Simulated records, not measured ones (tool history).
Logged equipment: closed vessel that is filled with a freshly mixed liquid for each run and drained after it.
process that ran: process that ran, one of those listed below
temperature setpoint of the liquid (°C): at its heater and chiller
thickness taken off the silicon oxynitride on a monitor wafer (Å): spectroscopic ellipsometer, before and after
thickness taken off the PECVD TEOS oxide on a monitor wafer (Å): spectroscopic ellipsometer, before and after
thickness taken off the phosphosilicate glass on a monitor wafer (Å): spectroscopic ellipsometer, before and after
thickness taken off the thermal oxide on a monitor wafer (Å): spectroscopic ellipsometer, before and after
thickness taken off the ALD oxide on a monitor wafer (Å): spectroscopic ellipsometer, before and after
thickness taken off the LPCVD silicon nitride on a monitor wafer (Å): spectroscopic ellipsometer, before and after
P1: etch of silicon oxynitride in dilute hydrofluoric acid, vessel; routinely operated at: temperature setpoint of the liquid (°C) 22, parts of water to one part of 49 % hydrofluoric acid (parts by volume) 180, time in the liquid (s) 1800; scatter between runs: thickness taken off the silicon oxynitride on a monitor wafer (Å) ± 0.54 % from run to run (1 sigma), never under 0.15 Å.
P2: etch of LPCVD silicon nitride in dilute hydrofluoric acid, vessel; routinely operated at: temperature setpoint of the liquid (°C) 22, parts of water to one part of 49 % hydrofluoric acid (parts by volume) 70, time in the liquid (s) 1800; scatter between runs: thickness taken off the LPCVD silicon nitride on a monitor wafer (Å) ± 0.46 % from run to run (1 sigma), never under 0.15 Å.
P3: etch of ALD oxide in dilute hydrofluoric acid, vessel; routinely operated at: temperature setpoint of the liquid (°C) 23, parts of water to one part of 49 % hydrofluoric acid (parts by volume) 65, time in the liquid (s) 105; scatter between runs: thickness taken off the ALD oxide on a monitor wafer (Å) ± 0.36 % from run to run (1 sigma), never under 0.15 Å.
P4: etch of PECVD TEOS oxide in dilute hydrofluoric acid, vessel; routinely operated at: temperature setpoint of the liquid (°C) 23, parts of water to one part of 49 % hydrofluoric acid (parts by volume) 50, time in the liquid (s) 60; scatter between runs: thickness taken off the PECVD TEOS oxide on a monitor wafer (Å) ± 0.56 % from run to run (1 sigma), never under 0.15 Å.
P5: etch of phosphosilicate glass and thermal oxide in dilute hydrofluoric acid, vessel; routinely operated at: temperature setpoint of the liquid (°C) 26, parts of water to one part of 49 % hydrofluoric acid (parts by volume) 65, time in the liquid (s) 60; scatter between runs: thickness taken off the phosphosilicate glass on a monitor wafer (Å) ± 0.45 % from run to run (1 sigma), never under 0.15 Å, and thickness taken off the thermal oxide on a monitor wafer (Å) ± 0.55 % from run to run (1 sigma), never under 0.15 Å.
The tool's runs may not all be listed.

run     day  process that ran  temperature setpoint of the liquid (°C)  parts of water to one part of 49 % hydrofluoric acid (parts by volume)  time in the liquid (s)  hours since the thermometer was replaced  hours since the hydrofluoric acid flow meter was replaced  thickness taken off the silicon oxynitride on a monitor wafer (Å)  thickness taken off the PECVD TEOS oxide on a monitor wafer (Å)  thickness taken off the phosphosilicate glass on a monitor wafer (Å)  thickness taken off the thermal oxide on a monitor wafer (Å)  thickness taken off the ALD oxide on a monitor wafer (Å)  thickness taken off the LPCVD silicon nitride on a monitor wafer (Å)
  1   0.358                P1                                       22                                                                     180                    1800                                    1540.9                                                     1331.3                                                             255.94
  2   0.817                P1                                       22                                                                     180                    1800                                    1551.9                                                     1342.3                                                             260.21
  3   1.154                P4                                       17                                                                      50                      60                                      1560                                                     1350.4                                                                                                                              136.91
  4   1.629                P1                                       22                                                                     180                    1800                                    1571.4                                                     1361.8                                                             257.29
  5   1.946                P5                                       26                                                                      65                      60                                      1579                                                     1369.4                                                                                                                                                                                                    2108.9                                                        51.323
  6   2.312                P4                                       23                                                                      50                      60                                    1587.8                                                     1378.2                                                                                                                              179.81
  7   2.842                P5                                       20                                                                      65                      60                                    1600.5                                                     1390.9                                                                                                                                                                                                      1668                                                        40.304
  8   3.183                P3                                       23                                                                      30                     105                                    1608.7                                                     1399.1                                                                                                                                                                                                                                                                                                                            528.91
  9   3.446                P2                                       22                                                                      70                    1800                                      1615                                                     1405.4                                                                                                                                                                                                                                                                                                                                                                                                  99.777
 10   3.971                P1                                       22                                                                     180                    1800                                    1627.6                                                       1418                                                             259.22
 11   4.317                P3                                       17                                                                      65                     105                                    1635.9                                                     1426.3                                                                                                                                                                                                                                                                                                                            181.26
 12   4.612                P2                                       30                                                                      70                    1800                                      1643                                                     1433.4                                                                                                                                                                                                                                                                                                                                                                                                  169.92
 13   5.158                P5                                       26                                                                      65                      90                                    1656.1                                                     1446.5                                                                                                                                                                                                    3165.1                                                        76.732
 14   5.488                P1                                       22                                                                     325                    3485                                      1664                                                     1454.4                                                             252.94
 15   5.958                P1                                     29.5                                                                     180                    1800                                    1675.3                                                     1465.7                                                             358.44
 16   6.504                P1                                       22                                                                     180                    1800                                    1688.4                                                     1478.8                                                              258.5
 17   6.933                P1                                       17                                                                     180                    3395                                    1698.7                                                     1489.1                                                             383.48
 18   7.321                P1                                       22                                                                     180                    3390                                      1708                                                     1498.4                                                             490.06
 19   7.596                P4                                       23                                                                      50                      30                                    1714.6                                                       1505                                                                                                                              88.439
 20   7.938                P1                                       22                                                                     180                     515                                    1722.8                                                     1513.2                                                             73.687
 21   8.471                P1                                       18                                                                     180                    1800                                    1735.6                                                       1526                                                             213.93
 22   8.733                P1                                       22                                                                      65                    1800                                    1741.9                                                     1532.3                                                              779.3
 23   9.088                P1                                       22                                                                     245                    1800                                    1750.4                                                     1540.8                                                             182.39
 24   9.475                P1                                       22                                                                     180                    1800                                    1759.7                                                     1550.1                                                             258.57
 25  10.025                P1                                       17                                                                     180                     810                                    1772.9                                                     1563.3                                                             93.268
 26  10.579                P3                                       23                                                                      65                     105                                    1786.2                                                     1576.6                                                                                                                                                                                                                                                                                                                            233.17
 27   10.95                P2                                       22                                                                     100                    1800                                    1795.1                                                     1585.5                                                                                                                                                                                                                                                                                                                                                                                                  70.218
 28  11.429                P2                                       22                                                                      70                    3360                                    1806.6                                                       1597                                                                                                                                                                                                                                                                                                                                                                                                  187.45
 29  11.738                P3                                       23                                                                      65                      30                                      1814                                                     1604.4                                                                                                                                                                                                                                                                                                                            66.565
 30  12.088                P5                                       26                                                                     105                      60                                    1822.4                                                     1612.8                                                                                                                                                                                                    1250.2                                                        30.038
 31    12.4                P4                                       23                                                                      20                      60                                    1829.9                                                     1620.3                                                                                                                              460.14
 32  12.888                P1                                       22                                                                     180                    1800                                    1841.6                                                       1632                                                             259.45
 33  13.271                P1                                       22                                                                     180                    1800                                    1850.8                                                     1641.2                                                             270.22
 34   13.85                P1                                       22                                                                     180                    1800                                    1864.7                                                     1655.1                                                             279.02
 35  14.279                P1                                       22                                                                     180                    1800                                      1875                                                     1665.4                                                              284.2
 36  14.708                P1                                       22                                                                     180                    1800                                    1885.3                                                     1675.7                                                             282.34
 37  15.067                P1                                       22                                                                     180                    1800                                    1893.9                                                     1684.3                                                             283.79
 38  15.458                P1                                       22                                                                     180                    1800                                    1903.3                                                     1693.7                                                             287.89

What P1 gives has crept away from where it was. These 2 causes fit the log equally well, each at the size given:
A: liquid hotter than its thermometer reads (K) = 2.15
B: hydrofluoric acid flow above the setpoint (%) = 9.06
The process output started creeping at around day 12.888.

Of the 4 check runs listed below, each run on one wafer and each result written as a question mark, which would let you distinguish the listed causes because they would give clearly different results?
check 1  15.85                P2                                       26                                                                      70                    2895                                                                                                                                                                                                                                                                                                                                                                                                                                                                                                            ?
check 2  15.85                P3                                       23                                                                      40                      30                                                                                                                                                                                                                                                                                                                                                                                                                                      ?
check 3  15.85                P5                                       20                                                                      65                      60                                                                                                                                                                                                                                                                                                              ?                                                             ?
check 4  15.85                P4                                       17                                                                      50                      60                                                                                                                                                                                                                                        ?

Predicted outcomes, by check and by cause:
  check                                                                result    if A    if B
check 1  thickness taken off the LPCVD silicon nitride on a monitor wafer (Å)  242.22  229.37
check 2              thickness taken off the ALD oxide on a monitor wafer (Å)  122.18  122.41
check 3  thickness taken off the phosphosilicate glass on a monitor wafer (Å)  1812.2  1818.6
check 3          thickness taken off the thermal oxide on a monitor wafer (Å)  43.796  43.951
check 4       thickness taken off the PECVD TEOS oxide on a monitor wafer (Å)  151.34  151.13
Smallest distance between any two causes, each pair judged by its most separating result, in per cent: check 1 5.45 %; check 2 0.18 %; check 3 0.35 %; check 4 0.14 %
Check 1 distinguishes between the causes, while the remaining checks would return nearly the same result for all of them.

Here is what check 1 returned: thickness taken off the LPCVD silicon nitride on a monitor wafer (Å) 241.97. Which cause is it?

Of the candidate causes, it is A: liquid hotter than its thermometer reads (K).

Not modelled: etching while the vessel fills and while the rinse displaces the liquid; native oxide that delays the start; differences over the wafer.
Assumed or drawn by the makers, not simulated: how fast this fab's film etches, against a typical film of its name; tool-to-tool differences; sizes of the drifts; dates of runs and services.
